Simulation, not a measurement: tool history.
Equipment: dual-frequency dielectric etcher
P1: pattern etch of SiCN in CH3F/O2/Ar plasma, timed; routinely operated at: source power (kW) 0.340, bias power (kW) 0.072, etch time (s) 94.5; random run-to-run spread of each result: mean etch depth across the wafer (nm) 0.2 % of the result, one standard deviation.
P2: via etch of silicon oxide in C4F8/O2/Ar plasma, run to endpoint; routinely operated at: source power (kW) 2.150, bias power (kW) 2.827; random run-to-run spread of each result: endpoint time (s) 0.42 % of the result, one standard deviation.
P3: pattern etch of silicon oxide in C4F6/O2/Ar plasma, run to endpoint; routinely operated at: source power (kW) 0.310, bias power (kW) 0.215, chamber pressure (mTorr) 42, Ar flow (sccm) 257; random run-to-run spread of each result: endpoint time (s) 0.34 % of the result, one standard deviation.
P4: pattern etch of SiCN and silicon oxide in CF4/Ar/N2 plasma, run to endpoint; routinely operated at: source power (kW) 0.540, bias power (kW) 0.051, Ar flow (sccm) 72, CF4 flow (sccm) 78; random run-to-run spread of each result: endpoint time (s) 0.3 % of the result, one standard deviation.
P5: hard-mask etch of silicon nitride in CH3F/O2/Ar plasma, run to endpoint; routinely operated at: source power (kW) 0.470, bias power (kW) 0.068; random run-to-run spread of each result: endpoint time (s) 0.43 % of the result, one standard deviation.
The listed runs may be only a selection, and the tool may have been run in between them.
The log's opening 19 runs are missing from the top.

run	day	process that ran	source power (kW)	bias power (kW)	etch time (s)	Ar flow (sccm)	CF4 flow (sccm)	chamber pressure (mTorr)	hours since the last wet clean	hours since the last source power generator calibration	hours since the last bias power generator calibration	mean etch depth across the wafer (nm)	endpoint time (s)
20	11.012	P1	0.340	0.072	94.5				430.3	604.1	964.6	32.352	
# day 11.500: bias power generator calibrated
21	11.529	P4	0.540	0.072		72	78		442.7	616.5	0.8		15.192
22	12.225	P1	0.340	0.072	94.5				459.4	633.2	17.5	32.328	
23	12.633	P4	0.540	0.051		72	78		469.2	643.0	27.3		16.798
24	13.108	P1	0.340	0.072	94.5				480.6	654.4	38.7	32.265	
25	13.679	P2	2.150	2.827					494.3	668.1	52.4		187.400
26	14.050	P1	0.240	0.060	94.5				503.2	677.0	61.3	26.617	
27	14.388	P2	2.750	2.827					511.3	685.1	69.4		169.720
28	14.971	P2	2.150	2.827					525.3	699.1	83.4		187.730
29	15.492	P5	0.470	0.068					537.8	711.6	95.9		39.342
30	16.029	P1	0.340	0.072	52.0				550.7	724.5	108.8	17.786	
31	16.442	P1	0.340	0.072	94.5				560.6	734.4	118.7	32.374	
32	16.829	P5	0.290	0.068					569.9	743.7	128.0		47.087

The next listed run, before its measurement:
33	17.454	P1	0.240	0.055	94.5				584.9	758.7	143.0	?	

{"run 33": {"mean etch depth across the wafer (nm)": 25.774}}

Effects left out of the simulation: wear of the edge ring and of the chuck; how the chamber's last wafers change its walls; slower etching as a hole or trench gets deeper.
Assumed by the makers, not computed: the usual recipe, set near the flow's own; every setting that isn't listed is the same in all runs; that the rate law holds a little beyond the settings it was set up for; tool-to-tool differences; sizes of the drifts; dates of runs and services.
